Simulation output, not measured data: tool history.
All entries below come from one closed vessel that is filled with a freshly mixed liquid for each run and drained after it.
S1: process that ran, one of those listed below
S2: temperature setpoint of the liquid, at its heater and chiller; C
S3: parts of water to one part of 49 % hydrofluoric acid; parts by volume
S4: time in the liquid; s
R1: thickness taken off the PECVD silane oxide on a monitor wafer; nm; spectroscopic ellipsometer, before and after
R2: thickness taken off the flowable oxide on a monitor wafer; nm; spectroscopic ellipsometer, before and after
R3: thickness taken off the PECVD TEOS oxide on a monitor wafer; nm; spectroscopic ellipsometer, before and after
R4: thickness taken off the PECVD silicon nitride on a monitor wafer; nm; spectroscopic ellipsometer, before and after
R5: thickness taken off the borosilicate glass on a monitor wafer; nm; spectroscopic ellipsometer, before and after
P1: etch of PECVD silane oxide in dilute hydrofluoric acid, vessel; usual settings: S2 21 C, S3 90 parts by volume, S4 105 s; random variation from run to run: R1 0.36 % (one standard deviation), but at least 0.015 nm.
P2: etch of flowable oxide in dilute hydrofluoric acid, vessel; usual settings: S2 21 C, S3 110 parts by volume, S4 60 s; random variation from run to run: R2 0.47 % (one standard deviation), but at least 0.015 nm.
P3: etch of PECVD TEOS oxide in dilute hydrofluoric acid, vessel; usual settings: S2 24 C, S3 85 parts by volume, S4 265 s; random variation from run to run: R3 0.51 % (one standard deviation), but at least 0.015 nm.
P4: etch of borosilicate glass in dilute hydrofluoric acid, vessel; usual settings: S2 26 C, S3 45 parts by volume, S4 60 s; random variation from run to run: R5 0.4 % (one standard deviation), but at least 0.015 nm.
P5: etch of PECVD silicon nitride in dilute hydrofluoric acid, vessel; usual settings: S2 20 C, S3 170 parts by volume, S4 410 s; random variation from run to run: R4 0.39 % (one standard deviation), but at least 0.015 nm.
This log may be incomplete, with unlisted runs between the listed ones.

run,hour,S1,S2,S3,S4,R1,R2,R3,R4,R5
1,10.3,P1,21,90,105,36.594,,,,
2,23.8,P2,21,155,60,,6.7798,,,
3,35.6,P1,17,90,105,31.114,,,,
4,43.3,P3,24,85,470,,,58.291,,
5,55.8,P5,20,95,410,,,,12.103,
6,68.5,P1,21,90,105,36.752,,,,
7,75.3,P1,21,90,165,57.583,,,,
8,83.3,P3,24,30,265,,,99.983,,
9,93.4,P1,21,90,30,10.582,,,,
10,105.9,P4,26,45,60,,,,,62.496
11,116.9,P2,21,110,60,,9.8492,,,
12,124.6,P3,20,85,265,,,27.867,,
13,138.1,P2,21,110,60,,9.9643,,,
14,150.8,P2,21,110,95,,15.824,,,
15,159.7,P1,17,90,150,44.584,,,,
16,173.7,P1,17,25,105,120.21,,,,
17,183.1,P3,24,85,265,,,32.4,,
18,196.2,P1,25.5,140,105,26.389,,,,
19,209,P3,24,85,265,,,32.782,,
20,220.9,P1,21,90,105,36.726,,,,
21,228.5,P4,31.5,45,60,,,,,78.209
22,238.8,P2,17,110,60,,8.3999,,,
23,250.2,P1,27.5,90,105,47.504,,,,
24,259.3,P5,20,170,410,,,,6.891,
25,268.6,P1,21,90,105,36.827,,,,
26,279.1,P1,21,40,105,87.659,,,,
27,288.1,P1,21,90,105,36.749,,,,
28,300.9,P5,20,170,30,,,,0.51487,
29,310,P5,24,170,410,,,,8.95,
30,316.7,P4,26,45,105,,,,,109.9
31,324.7,P4,26,20,60,,,,,145.87
32,333.3,P1,21,140,105,22.283,,,,
33,339.5,P1,21,90,105,36.875,,,,
34,350.7,P1,21,90,105,35.684,,,,
35,358.3,P1,21,90,105,35.034,,,,
36,368.7,P1,21,90,105,34.709,,,,
37,381.2,P1,21,90,105,34.28,,,,
38,394.2,P1,21,90,105,33.888,,,,
39,404.5,P1,21,90,105,33.773,,,,
40,415.7,P1,21,90,105,33.809,,,,
41,422.4,P1,21,90,105,33.785,,,,
42,434.2,P1,21,90,105,33.641,,,,
43,444.1,P1,21,90,105,33.813,,,,
44,452.3,P1,21,90,105,33.335,,,,

What P1 gives has crept off from where it sat before. The 2 causes that follow fit the log equally well, each at the size noted:
A: liquid colder than its thermometer reads (K) = 2.12
B: hydrofluoric acid flow below the setpoint (%) = 7.6
The process output started creeping at around hour 339.5.

Question marks stand in for the results of the 4 check runs listed below, each run on one wafer. Under which run would the listed causes show clearly different results?
check 1,460.5,P4,26,45,60,,,,,?
check 2,460.5,P3,24,85,265,,,?,,
check 3,460.5,P5,20,170,410,,,,?,
check 4,460.5,P2,21,110,60,,?,,,

Outcome of each check run for each possible cause:
check,result,if A,if B
check 1,R5,57.384,57.543
check 2,R3,29.97,29.909
check 3,R4,5.9817,6.3839
check 4,R2,9.1442,9.1203
Distance between the nearest two causes, measured in the result of the check that separates them most: check 1 0.28 %; check 2 0.21 %; check 3 6.51 %; check 4 0.26 %
Check 3 tells the causes apart: in the others they would give nearly the same result.

Check 3 was carried out, with these results: R4 6.3819 nm. Which of the listed causes is responsible?

It is B: hydrofluoric acid flow below the setpoint (%).

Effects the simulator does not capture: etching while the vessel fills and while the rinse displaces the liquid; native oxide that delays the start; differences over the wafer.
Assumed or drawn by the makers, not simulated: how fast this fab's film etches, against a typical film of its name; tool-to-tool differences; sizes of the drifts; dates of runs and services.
